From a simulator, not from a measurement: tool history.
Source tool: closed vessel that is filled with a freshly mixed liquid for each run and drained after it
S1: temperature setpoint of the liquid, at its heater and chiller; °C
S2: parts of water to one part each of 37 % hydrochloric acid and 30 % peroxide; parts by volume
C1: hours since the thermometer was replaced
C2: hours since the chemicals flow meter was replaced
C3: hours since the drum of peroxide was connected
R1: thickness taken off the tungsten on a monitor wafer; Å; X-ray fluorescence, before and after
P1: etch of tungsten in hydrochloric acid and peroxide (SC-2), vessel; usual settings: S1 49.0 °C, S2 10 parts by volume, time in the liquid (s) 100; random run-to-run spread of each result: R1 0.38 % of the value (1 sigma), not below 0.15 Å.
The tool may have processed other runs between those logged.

Run 1, hour 6.9: S1 49.0 °C, S2 10 parts by volume, time in the liquid (s) 100; C1 221.6; C2 508.1; C3 519.0. Result: R1 329.17 Å.
Run 2, hour 16.2: S1 38.5 °C, S2 10 parts by volume, time in the liquid (s) 160; C1 230.9; C2 517.4; C3 528.3. Result: R1 254.42 Å.
Run 3, hour 24.1: S1 49.0 °C, S2 10 parts by volume, time in the liquid (s) 185; C1 238.8; C2 525.3; C3 536.2. Result: R1 611.47 Å.
Run 4, hour 33.0: S1 49.0 °C, S2 10 parts by volume, time in the liquid (s) 100; C1 247.7; C2 534.2; C3 545.1. Result: R1 330.28 Å.
Run 5, hour 41.4: S1 49.0 °C, S2 15 parts by volume, time in the liquid (s) 100; C1 256.1; C2 542.6; C3 553.5. Result: R1 232.60 Å.
Run 6, hour 47.6: S1 49.0 °C, S2 10 parts by volume, time in the liquid (s) 30; C1 262.3; C2 548.8; C3 559.7. Result: R1 98.55 Å.
Run 7, hour 53.9: S1 38.0 °C, S2 10 parts by volume, time in the liquid (s) 100; C1 268.6; C2 555.1; C3 566.0. Result: R1 153.12 Å.
Run 8, hour 63.3: S1 49.0 °C, S2 4 parts by volume, time in the liquid (s) 100; C1 278.0; C2 564.5; C3 575.4. Result: R1 657.84 Å.
Run 9, hour 71.5: S1 49.0 °C, S2 10 parts by volume, time in the liquid (s) 100; C1 286.2; C2 572.7; C3 583.6. Result: R1 328.43 Å.
Run 10, hour 79.8: S1 49.0 °C, S2 10 parts by volume, time in the liquid (s) 100; C1 294.5; C2 581.0; C3 591.9. Result: R1 330.78 Å.
Run 11, hour 89.4: S1 63.0 °C, S2 10 parts by volume, time in the liquid (s) 100; C1 304.1; C2 590.6; C3 601.5. Result: R1 811.49 Å.
Run 12, hour 99.0: S1 49.0 °C, S2 10 parts by volume, time in the liquid (s) 100; C1 313.7; C2 600.2; C3 611.1. Result: R1 327.25 Å.
Run 13, hour 107.8: S1 49.0 °C, S2 10 parts by volume, time in the liquid (s) 100; C1 322.5; C2 609.0; C3 619.9. Result: R1 343.30 Å.

For run 14, what comes out?
Run 14, hour 116.2: S1 49.0 °C, S2 10 parts by volume, time in the liquid (s) 100; C1 330.9; C2 617.4; C3 628.3. Result: R1 ?.

{"run 14": {"R1": 350.66}}
